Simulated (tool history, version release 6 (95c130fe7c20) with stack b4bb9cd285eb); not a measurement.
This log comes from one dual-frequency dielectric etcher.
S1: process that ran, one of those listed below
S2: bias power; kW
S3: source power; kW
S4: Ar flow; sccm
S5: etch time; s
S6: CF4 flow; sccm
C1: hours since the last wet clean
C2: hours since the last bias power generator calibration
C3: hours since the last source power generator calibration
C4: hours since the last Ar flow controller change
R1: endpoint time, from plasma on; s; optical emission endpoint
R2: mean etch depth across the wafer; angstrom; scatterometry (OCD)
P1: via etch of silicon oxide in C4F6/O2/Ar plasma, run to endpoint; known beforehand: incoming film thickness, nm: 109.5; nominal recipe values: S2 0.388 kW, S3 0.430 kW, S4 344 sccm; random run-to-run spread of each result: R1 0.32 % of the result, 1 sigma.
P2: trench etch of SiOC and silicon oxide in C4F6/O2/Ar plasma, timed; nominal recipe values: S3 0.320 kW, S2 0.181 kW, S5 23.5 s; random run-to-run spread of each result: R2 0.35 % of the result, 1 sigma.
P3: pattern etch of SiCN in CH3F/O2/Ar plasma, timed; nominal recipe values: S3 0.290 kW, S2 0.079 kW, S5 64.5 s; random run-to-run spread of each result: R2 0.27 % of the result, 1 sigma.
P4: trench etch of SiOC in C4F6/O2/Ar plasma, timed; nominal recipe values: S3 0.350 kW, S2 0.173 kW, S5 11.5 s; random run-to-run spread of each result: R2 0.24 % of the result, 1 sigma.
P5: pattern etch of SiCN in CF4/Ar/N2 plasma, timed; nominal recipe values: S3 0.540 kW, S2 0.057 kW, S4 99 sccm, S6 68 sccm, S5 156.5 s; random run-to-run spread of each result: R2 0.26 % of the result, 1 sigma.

run 1 hour=10.4 | S1=P1 S2=0.388 S3=0.430 S4=344 | C1=134.8 C2=918.2 C3=801.9 C4=1390.9 | R1=26.777
run 2 hour=16.8 | S1=P3 S2=0.079 S3=0.290 S5=64.5 | C1=141.2 C2=924.6 C3=808.3 C4=1397.3 | R2=227.09
run 3 hour=28.2 | S1=P3 S2=0.079 S3=0.290 S5=46.5 | C1=152.6 C2=936.0 C3=819.7 C4=1408.7 | R2=164.18
run 4 hour=37.8 | S1=P5 S2=0.057 S3=0.360 S4=99 S5=156.5 S6=68 | C1=162.2 C2=945.6 C3=829.3 C4=1418.3 | R2=1021.60
run 5 hour=45.1 | S1=P2 S2=0.181 S3=0.320 S5=23.5 | C1=169.5 C2=952.9 C3=836.6 C4=1425.6 | R2=434.40
run 6 hour=56.5 | S1=P1 S2=0.472 S3=0.430 S4=344 | C1=180.9 C2=964.3 C3=848.0 C4=1437.0 | R1=25.022
run 7 hour=65.2 | S1=P2 S2=0.181 S3=0.320 S5=32.5 | C1=189.6 C2=973.0 C3=856.7 C4=1445.7 | R2=599.23
run 8 hour=75.1 | S1=P1 S2=0.388 S3=0.430 S4=344 | C1=199.5 C2=982.9 C3=866.6 C4=1455.6 | R1=26.788
run 9 hour=83.9 | S1=P4 S2=0.173 S3=0.350 S5=11.5 | C1=208.3 C2=991.7 C3=875.4 C4=1464.4 | R2=232.59
run 10 hour=94.3 | S1=P1 S2=0.227 S3=0.430 S4=344 | C1=218.7 C2=1002.1 C3=885.8 C4=1474.8 | R1=32.338
run 11 hour=105.1 | S1=P3 S2=0.079 S3=0.290 S5=64.5 | C1=229.5 C2=1012.9 C3=896.6 C4=1485.6 | R2=228.94
run 12 hour=114.4 | S1=P1 S2=0.388 S3=0.430 S4=344 | C1=238.8 C2=1022.2 C3=905.9 C4=1494.9 | R1=26.884
run 13 hour=125.8 | S1=P1 S2=0.459 S3=0.430 S4=214 | C1=250.2 C2=1033.6 C3=917.3 C4=1506.3 | R1=23.985
-- hour=126.4 source power generator calibrated
run 14 hour=132.3 | S1=P2 S2=0.181 S3=0.190 S5=23.5 | C1=256.7 C2=1040.1 C3=6.0 C4=1512.8 | R2=355.09
run 15 hour=139.7 | S1=P1 S2=0.388 S3=0.430 S4=424 | C1=264.1 C2=1047.5 C3=13.4 C4=1520.2 | R1=27.460
run 16 hour=150.9 | S1=P1 S2=0.494 S3=0.270 S4=344 | C1=275.3 C2=1058.7 C3=24.6 C4=1531.4 | R1=29.188
run 17 hour=158.1 | S1=P5 S2=0.057 S3=0.540 S4=99 S5=156.5 S6=68 | C1=282.5 C2=1065.9 C3=31.8 C4=1538.6 | R2=1457.20
run 18 hour=169.2 | S1=P1 S2=0.388 S3=0.430 S4=344 | C1=293.6 C2=1077.0 C3=42.9 C4=1549.7 | R1=26.857
run 19 hour=177.1 | S1=P1 S2=0.388 S3=0.430 S4=224 | C1=301.5 C2=1084.9 C3=50.8 C4=1557.6 | R1=25.679
run 20 hour=188.2 | S1=P1 S2=0.388 S3=0.430 S4=344 | C1=312.6 C2=1096.0 C3=61.9 C4=1568.7 | R1=27.095
run 21 hour=198.3 | S1=P1 S2=0.388 S3=0.260 S4=344 | C1=322.7 C2=1106.1 C3=72.0 C4=1578.8 | R1=32.523
run 22 hour=209.6 | S1=P3 S2=0.060 S3=0.290 S5=64.5 | C1=334.0 C2=1117.4 C3=83.3 C4=1590.1 | R2=206.17
run 23 hour=218.4 | S1=P3 S2=0.079 S3=0.180 S5=64.5 | C1=342.8 C2=1126.2 C3=92.1 C4=1598.9 | R2=191.39
run 24 hour=226.7 | S1=P5 S2=0.057 S3=0.540 S4=99 S5=156.5 S6=50 | C1=351.1 C2=1134.5 C3=100.4 C4=1607.2 | R2=1383.90
run 25 hour=236.8 | S1=P1 S2=0.242 S3=0.430 S4=218 | C1=361.2 C2=1144.6 C3=110.5 C4=1617.3 | R1=30.147
run 26 hour=248.2 | S1=P4 S2=0.101 S3=0.350 S5=11.5 | C1=372.6 C2=1156.0 C3=121.9 C4=1628.7 | R2=197.59
run 27 hour=258.9 | S1=P1 S2=0.388 S3=0.540 S4=344 | C1=383.3 C2=1166.7 C3=132.6 C4=1639.4 | R1=24.608
run 28 hour=267.2 | S1=P2 S2=0.106 S3=0.320 S5=23.5 | C1=391.6 C2=1175.0 C3=140.9 C4=1647.7 | R2=369.84
run 29 hour=274.7 | S1=P4 S2=0.173 S3=0.350 S5=11.5 | C1=399.1 C2=1182.5 C3=148.4 C4=1655.2 | R2=232.75
run 30 hour=281.7 | S1=P5 S2=0.057 S3=0.540 S4=126 S5=156.5 S6=68 | C1=406.1 C2=1189.5 C3=155.4 C4=1662.2 | R2=1400.30
run 31 hour=288.7 | S1=P5 S2=0.057 S3=0.540 S4=99 S5=205.0 S6=68 | C1=413.1 C2=1196.5 C3=162.4 C4=1669.2 | R2=1914.60
run 32 hour=298.8 | S1=P4 S2=0.173 S3=0.350 S5=15.5 | C1=423.2 C2=1206.6 C3=172.5 C4=1679.3 | R2=314.71
run 33 hour=309.5 | S1=P1 S2=0.388 S3=0.430 S4=344 | C1=433.9 C2=1217.3 C3=183.2 C4=1690.0 | R1=26.839
run 34 hour=318.5 | S1=P4 S2=0.173 S3=0.250 S5=11.5 | C1=442.9 C2=1226.3 C3=192.2 C4=1699.0 | R2=204.84

Run 35 has not been measured yet. What should we expect?
run 35 hour=328.5 | S1=P5 S2=0.041 S3=0.540 S4=99 S5=156.5 S6=68 | C1=452.9 C2=1236.3 C3=202.2 C4=1709.0 | R2=?

{"run 35": {"R2": 1321.0}}

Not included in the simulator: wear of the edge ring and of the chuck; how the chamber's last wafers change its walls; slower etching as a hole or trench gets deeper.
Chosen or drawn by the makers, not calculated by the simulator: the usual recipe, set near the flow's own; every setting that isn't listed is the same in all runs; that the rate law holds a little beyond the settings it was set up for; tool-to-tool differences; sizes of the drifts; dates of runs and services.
